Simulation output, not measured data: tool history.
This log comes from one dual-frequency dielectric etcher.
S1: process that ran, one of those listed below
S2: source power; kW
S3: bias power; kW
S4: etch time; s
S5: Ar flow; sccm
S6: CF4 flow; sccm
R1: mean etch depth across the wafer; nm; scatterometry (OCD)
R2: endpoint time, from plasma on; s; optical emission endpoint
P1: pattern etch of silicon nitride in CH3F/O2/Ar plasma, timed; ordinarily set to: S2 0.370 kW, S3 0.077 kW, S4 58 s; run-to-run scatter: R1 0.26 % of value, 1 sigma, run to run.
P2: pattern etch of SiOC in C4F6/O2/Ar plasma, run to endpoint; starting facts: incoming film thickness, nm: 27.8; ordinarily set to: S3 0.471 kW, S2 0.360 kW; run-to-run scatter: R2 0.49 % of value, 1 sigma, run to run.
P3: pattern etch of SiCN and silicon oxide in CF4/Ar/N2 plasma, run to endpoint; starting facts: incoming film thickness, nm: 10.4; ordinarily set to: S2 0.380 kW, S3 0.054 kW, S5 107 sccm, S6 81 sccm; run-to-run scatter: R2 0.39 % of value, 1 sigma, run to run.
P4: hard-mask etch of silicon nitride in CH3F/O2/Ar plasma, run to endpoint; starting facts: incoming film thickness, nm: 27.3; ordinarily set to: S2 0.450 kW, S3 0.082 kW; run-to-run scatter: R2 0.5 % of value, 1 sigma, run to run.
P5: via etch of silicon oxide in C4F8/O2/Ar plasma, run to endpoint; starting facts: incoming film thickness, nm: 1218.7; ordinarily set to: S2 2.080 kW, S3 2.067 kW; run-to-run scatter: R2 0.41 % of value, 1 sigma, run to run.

run 1 hour=14.6 | S1=P1 S2=0.370 S3=0.077 S4=58 | R1=41.771
run 2 hour=27.6 | S1=P5 S2=2.080 S3=2.067 | R2=223.3300
run 3 hour=36.2 | S1=P3 S2=0.380 S3=0.054 S5=107 S6=81 | R2=15.4020
run 4 hour=53.2 | S1=P5 S2=1.330 S3=2.067 | R2=269.3900
run 5 hour=68.5 | S1=P1 S2=0.300 S3=0.077 S4=58 | R1=38.738
run 6 hour=76.8 | S1=P3 S2=0.380 S3=0.035 S5=107 S6=81 | R2=17.5150
run 7 hour=85.9 | S1=P1 S2=0.370 S3=0.077 S4=58 | R1=41.849
run 8 hour=100.6 | S1=P2 S2=0.490 S3=0.471 | R2=8.8068
run 9 hour=110.1 | S1=P1 S2=0.370 S3=0.077 S4=58 | R1=41.856
run 10 hour=121.1 | S1=P1 S2=0.370 S3=0.077 S4=58 | R1=41.997
run 11 hour=133.5 | S1=P5 S2=2.080 S3=2.067 | R2=225.6200
run 12 hour=152.2 | S1=P1 S2=0.370 S3=0.077 S4=74 | R1=53.225
run 13 hour=160.4 | S1=P2 S2=0.360 S3=0.471 | R2=9.8522
run 14 hour=176.5 | S1=P4 S2=0.610 S3=0.082 | R2=31.7300
run 15 hour=187.1 | S1=P1 S2=0.370 S3=0.098 S4=58 | R1=45.278
run 16 hour=197.0 | S1=P3 S2=0.460 S3=0.054 S5=107 S6=81 | R2=12.9030
run 17 hour=214.2 | S1=P4 S2=0.450 S3=0.082 | R2=35.7120
run 18 hour=225.9 | S1=P1 S2=0.370 S3=0.047 S4=58 | R1=35.555
run 19 hour=243.5 | S1=P4 S2=0.450 S3=0.052 | R2=41.5980
run 20 hour=261.1 | S1=P1 S2=0.370 S3=0.077 S4=58 | R1=41.865
run 21 hour=273.2 | S1=P1 S2=0.370 S3=0.077 S4=58 | R1=41.821
run 22 hour=289.2 | S1=P1 S2=0.470 S3=0.077 S4=73 | R1=57.724
run 23 hour=305.0 | S1=P2 S2=0.360 S3=0.557 | R2=9.2782
run 24 hour=316.0 | S1=P4 S2=0.450 S3=0.082 | R2=35.9650
run 25 hour=328.8 | S1=P3 S2=0.380 S3=0.054 S5=107 S6=98 | R2=14.8680
run 26 hour=344.3 | S1=P1 S2=0.490 S3=0.077 S4=58 | R1=46.497
run 27 hour=362.7 | S1=P3 S2=0.380 S3=0.054 S5=80 S6=81 | R2=14.5820
run 28 hour=379.9 | S1=P1 S2=0.370 S3=0.077 S4=58 | R1=41.979
run 29 hour=395.7 | S1=P1 S2=0.510 S3=0.077 S4=85 | R1=69.526
run 30 hour=409.6 | S1=P1 S2=0.370 S3=0.077 S4=43 | R1=31.024
run 31 hour=422.2 | S1=P5 S2=2.080 S3=1.664 | R2=238.3800
run 32 hour=439.1 | S1=P1 S2=0.370 S3=0.077 S4=58 | R1=41.981
run 33 hour=455.4 | S1=P1 S2=0.370 S3=0.077 S4=58 | R1=42.205
run 34 hour=464.3 | S1=P1 S2=0.370 S3=0.077 S4=58 | R1=42.124
run 35 hour=478.3 | S1=P1 S2=0.370 S3=0.077 S4=58 | R1=42.321
run 36 hour=491.6 | S1=P1 S2=0.370 S3=0.077 S4=58 | R1=42.608
run 37 hour=506.3 | S1=P1 S2=0.370 S3=0.077 S4=58 | R1=42.424
-- hour=509.4 wet clean of the chamber
run 38 hour=515.9 | S1=P1 S2=0.370 S3=0.077 S4=58 | R1=42.568
run 39 hour=534.0 | S1=P1 S2=0.370 S3=0.077 S4=58 | R1=42.506
run 40 hour=550.3 | S1=P1 S2=0.370 S3=0.077 S4=58 | R1=42.440
run 41 hour=560.9 | S1=P1 S2=0.370 S3=0.077 S4=58 | R1=42.528
run 42 hour=576.6 | S1=P1 S2=0.370 S3=0.077 S4=58 | R1=42.630

Something has made what P1 gives creep away from where it was; the 2 causes below, each at its own stated size, fit the log equally well:
A: bias power that arrives over what is set, % = 4.71
B: source power that arrives over what is set, % = 4.39
The gradual shift began around hour 439.1.
The rest of the possible causes, and what rules out each one:
chamber walls in a state that raises the etch rate, %: serviced at hour 509.4, which brought nothing back

The list below offers 4 check runs, each averaging the results of 2 wafers, and shows each result as a question mark. For which of them would the listed causes give clearly different results?
run check 1 hour=592.3 | S1=P3 S2=0.380 S3=0.054 S5=107 S6=81 | R2=?
run check 2 hour=592.3 | S1=P5 S2=2.080 S3=2.067 | R2=?
run check 3 hour=592.3 | S1=P4 S2=0.450 S3=0.082 | R2=?
run check 4 hour=592.3 | S1=P2 S2=0.360 S3=0.471 | R2=?

How each check would come out, cause by cause:
check=check_1 result=R2 if_A=15.0830 if_B=14.7320
check=check_2 result=R2 if_A=221.7800 if_B=220.9200
check=check_3 result=R2 if_A=35.2590 if_B=35.2570
check=check_4 result=R2 if_A=9.7338 if_B=9.7466
Distance between the nearest two causes, measured in the result of the check that separates them most: check 1 2.36 %; check 2 0.39 %; check 3 0.01 %; check 4 0.13 %
Only in check 1 would the causes give clearly different results; in the remaining checks their results would be nearly the same.

After running check 1, the following was obtained: R2 14.7100 s. Which cause does this point to?

The correct cause is B, namely: source power that arrives over what is set, %.
